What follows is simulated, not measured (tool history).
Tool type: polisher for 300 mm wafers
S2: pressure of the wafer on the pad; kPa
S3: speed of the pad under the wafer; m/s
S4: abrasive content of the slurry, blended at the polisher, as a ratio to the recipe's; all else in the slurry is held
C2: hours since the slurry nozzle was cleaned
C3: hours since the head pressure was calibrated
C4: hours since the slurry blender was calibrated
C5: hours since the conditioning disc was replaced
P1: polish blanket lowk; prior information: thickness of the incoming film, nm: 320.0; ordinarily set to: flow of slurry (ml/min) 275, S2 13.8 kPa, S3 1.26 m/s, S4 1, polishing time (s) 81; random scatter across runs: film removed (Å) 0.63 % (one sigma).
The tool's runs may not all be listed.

Run 1, hour 8.7: flow of slurry (ml/min) 275, S2 13.8 kPa, S3 1.26 m/s, S4 1, polishing time (s) 81; wafers polished on this pad 544; C2 258.2; C3 679.9; C4 65.9; C5 49.7. Result: film removed (Å) 422.12.
Run 2, hour 16: flow of slurry (ml/min) 275, S2 13.8 kPa, S3 1.98 m/s, S4 1, polishing time (s) 81; wafers polished on this pad 632; C2 265.5; C3 687.2; C4 73.2; C5 57. Result: film removed (Å) 600.6.
Run 3, hour 28.3: flow of slurry (ml/min) 420, S2 13.8 kPa, S3 1.26 m/s, S4 1, polishing time (s) 81; wafers polished on this pad 781; C2 277.8; C3 699.5; C4 85.5; C5 69.3. Result: film removed (Å) 434.52.
At hour 33.9: conditioning disc replaced and pad reconditioned.
Run 4, hour 42.4: flow of slurry (ml/min) 275, S2 13.8 kPa, S3 1.26 m/s, S4 0.5, polishing time (s) 81; wafers polished on this pad 952; C2 291.9; C3 713.6; C4 99.6; C5 8.5. Result: film removed (Å) 289.73.
Run 5, hour 54.6: flow of slurry (ml/min) 405, S2 13.8 kPa, S3 1.86 m/s, S4 1, polishing time (s) 81; wafers polished on this pad 1099; C2 304.1; C3 725.8; C4 111.8; C5 20.7. Result: film removed (Å) 590.91.
Run 6, hour 66.5: flow of slurry (ml/min) 195, S2 13.8 kPa, S3 1.26 m/s, S4 1, polishing time (s) 81; wafers polished on this pad 1243; C2 316; C3 737.7; C4 123.7; C5 32.6. Result: film removed (Å) 404.51.
Run 7, hour 75.9: flow of slurry (ml/min) 275, S2 13.8 kPa, S3 1.26 m/s, S4 1, polishing time (s) 81; wafers polished on this pad 1357; C2 325.4; C3 747.1; C4 133.1; C5 42. Result: film removed (Å) 418.34.
Run 8, hour 84.7: flow of slurry (ml/min) 275, S2 13.8 kPa, S3 1.26 m/s, S4 1, polishing time (s) 81; wafers polished on this pad 1464; C2 334.2; C3 755.9; C4 141.9; C5 50.8. Result: film removed (Å) 421.7.
Run 9, hour 101.3: flow of slurry (ml/min) 275, S2 17.9 kPa, S3 1.26 m/s, S4 1, polishing time (s) 81; wafers polished on this pad 1665; C2 350.8; C3 772.5; C4 158.5; C5 67.4. Result: film removed (Å) 544.7.
Run 10, hour 110.4: flow of slurry (ml/min) 275, S2 13.8 kPa, S3 1.26 m/s, S4 1, polishing time (s) 81; wafers polished on this pad 1775; C2 359.9; C3 781.6; C4 167.6; C5 76.5. Result: film removed (Å) 421.4.
Run 11, hour 124.6: flow of slurry (ml/min) 275, S2 13.8 kPa, S3 1.26 m/s, S4 1, polishing time (s) 81; wafers polished on this pad 1947; C2 374.1; C3 795.8; C4 181.8; C5 90.7. Result: film removed (Å) 420.7.
Run 12, hour 133.8: flow of slurry (ml/min) 275, S2 13.8 kPa, S3 1.26 m/s, S4 1, polishing time (s) 36; wafers polished on this pad 2058; C2 383.3; C3 805; C4 191; C5 99.9. Result: film removed (Å) 187.01.
Run 13, hour 149.7: flow of slurry (ml/min) 275, S2 13.8 kPa, S3 0.76 m/s, S4 1, polishing time (s) 81; wafers polished on this pad 2251; C2 399.2; C3 820.9; C4 206.9; C5 115.8. Result: film removed (Å) 277.85.
At hour 159.4: worn pad replaced by a new one.
Run 14, hour 166: flow of slurry (ml/min) 275, S2 19.3 kPa, S3 1.26 m/s, S4 1.5, polishing time (s) 81; wafers polished on this pad 80; C2 415.5; C3 837.2; C4 223.2; C5 132.1. Result: film removed (Å) 692.94.
Run 15, hour 181.3: flow of slurry (ml/min) 275, S2 8.3 kPa, S3 1.86 m/s, S4 1, polishing time (s) 81; wafers polished on this pad 265; C2 430.8; C3 852.5; C4 238.5; C5 147.4. Result: film removed (Å) 343.78.
Run 16, hour 195.1: flow of slurry (ml/min) 275, S2 13.8 kPa, S3 1.26 m/s, S4 1.25, polishing time (s) 81; wafers polished on this pad 432; C2 444.6; C3 866.3; C4 252.3; C5 161.2. Result: film removed (Å) 460.41.
Run 17, hour 203.4: flow of slurry (ml/min) 275, S2 13.8 kPa, S3 1.26 m/s, S4 1, polishing time (s) 114; wafers polished on this pad 532; C2 452.9; C3 874.6; C4 260.6; C5 169.5. Result: film removed (Å) 592.99.
Run 18, hour 217.7: flow of slurry (ml/min) 275, S2 7.6 kPa, S3 1.26 m/s, S4 1, polishing time (s) 81; wafers polished on this pad 706; C2 467.2; C3 888.9; C4 274.9; C5 183.8. Result: film removed (Å) 230.27.
Run 19, hour 229.2: flow of slurry (ml/min) 275, S2 13.8 kPa, S3 1.26 m/s, S4 1, polishing time (s) 81; wafers polished on this pad 845; C2 478.7; C3 900.4; C4 286.4; C5 195.3. Result: film removed (Å) 419.16.
Run 20, hour 240.5: flow of slurry (ml/min) 275, S2 13.8 kPa, S3 1.26 m/s, S4 1, polishing time (s) 81; wafers polished on this pad 982; C2 490; C3 911.7; C4 297.7; C5 206.6. Result: film removed (Å) 409.12.
Run 21, hour 247.8: flow of slurry (ml/min) 275, S2 13.8 kPa, S3 1.26 m/s, S4 1, polishing time (s) 81; wafers polished on this pad 1070; C2 497.3; C3 919; C4 305; C5 213.9. Result: film removed (Å) 402.07.
Run 22, hour 258: flow of slurry (ml/min) 275, S2 13.8 kPa, S3 1.26 m/s, S4 1, polishing time (s) 81; wafers polished on this pad 1193; C2 507.5; C3 929.2; C4 315.2; C5 224.1. Result: film removed (Å) 397.03.
Run 23, hour 272.4: flow of slurry (ml/min) 275, S2 13.8 kPa, S3 1.26 m/s, S4 1, polishing time (s) 81; wafers polished on this pad 1368; C2 521.9; C3 943.6; C4 329.6; C5 238.5. Result: film removed (Å) 389.35.
At hour 278.4: worn pad replaced by a new one.
At hour 282.1: slurry nozzle cleaned.
Run 24, hour 282.3: flow of slurry (ml/min) 275, S2 13.8 kPa, S3 1.26 m/s, S4 1, polishing time (s) 81; wafers polished on this pad 47; C2 0.3; C3 953.5; C4 339.5; C5 248.4. Result: film removed (Å) 387.58.
Run 25, hour 294.6: flow of slurry (ml/min) 275, S2 13.8 kPa, S3 1.26 m/s, S4 1, polishing time (s) 81; wafers polished on this pad 196; C2 12.6; C3 965.8; C4 351.8; C5 260.7. Result: film removed (Å) 381.77.
Run 26, hour 310: flow of slurry (ml/min) 275, S2 13.8 kPa, S3 1.26 m/s, S4 1, polishing time (s) 81; wafers polished on this pad 383; C2 28; C3 981.2; C4 367.2; C5 276.1. Result: film removed (Å) 384.14.
At hour 316.5: conditioning disc replaced and pad reconditioned.
Run 27, hour 319.9: flow of slurry (ml/min) 275, S2 13.8 kPa, S3 1.26 m/s, S4 1, polishing time (s) 81; wafers polished on this pad 502; C2 37.9; C3 991.1; C4 377.1; C5 3.4. Result: film removed (Å) 381.51.
Run 28, hour 335.3: flow of slurry (ml/min) 275, S2 13.8 kPa, S3 1.26 m/s, S4 1, polishing time (s) 81; wafers polished on this pad 689; C2 53.3; C3 1006.5; C4 392.5; C5 18.8. Result: film removed (Å) 377.53.
Run 29, hour 350.2: flow of slurry (ml/min) 275, S2 13.8 kPa, S3 1.26 m/s, S4 1, polishing time (s) 81; wafers polished on this pad 869; C2 68.2; C3 1021.4; C4 407.4; C5 33.7. Result: film removed (Å) 383.56.

P1 has crept away from where it was. The log is fitted equally well by each of these 2 causes, at the sizes shown:
A: abrasive missing from the slurry, % = 19.3
B: head's pressure below its setpoint, % = 9.82
Onset of the creep was near hour 229.2.
Excluded causes, each with its reason:
removal rate lost through wear of the pad, %: serviced after onset, at hour 278.4, with no recovery of the prior output
slurry flow missing at the pad, %: serviced after onset, at hour 282.1, with no recovery of the prior output
time polished since the conditioner stopped cutting, s: serviced after onset, at hour 316.5, with no recovery of the prior output

The 4 check runs listed below each average the results of 2 wafers, and their outcomes are marked with question marks. Under which run would the listed causes produce clearly different results?
Run check 1, hour 365.1: flow of slurry (ml/min) 275, S2 13.8 kPa, S3 0.8 m/s, S4 0.55, polishing time (s) 81. Result: film removed (Å) ?.
Run check 2, hour 365.1: flow of slurry (ml/min) 275, S2 13.8 kPa, S3 1.92 m/s, S4 1, polishing time (s) 49. Result: film removed (Å) ?.
Run check 3, hour 365.1: flow of slurry (ml/min) 200, S2 13.8 kPa, S3 1.26 m/s, S4 1, polishing time (s) 81. Result: film removed (Å) ?.
Run check 4, hour 365.1: flow of slurry (ml/min) 275, S2 8.3 kPa, S3 1.26 m/s, S4 1, polishing time (s) 40. Result: film removed (Å) ?.

Predicted outcomes, by check and by cause:
  check            result    if A    if B
check 1  film removed (Å)  186.47  192.39
check 2  film removed (Å)   321.7  321.65
check 3  film removed (Å)  366.18  366.12
check 4  film removed (Å)  112.49  112.47
Separation of the two closest causes in each check, using whichever result separates them best: check 1 3.12 %; check 2 0.02 %; check 3 0.02 %; check 4 0.02 %
The other checks would show nearly matching results whichever cause is true, so check 1 is the only one that separates the causes.

Then check 1 was run and gave: film removed (Å) 187.43. Which cause is it?

The correct cause is A, namely: abrasive missing from the slurry, %.
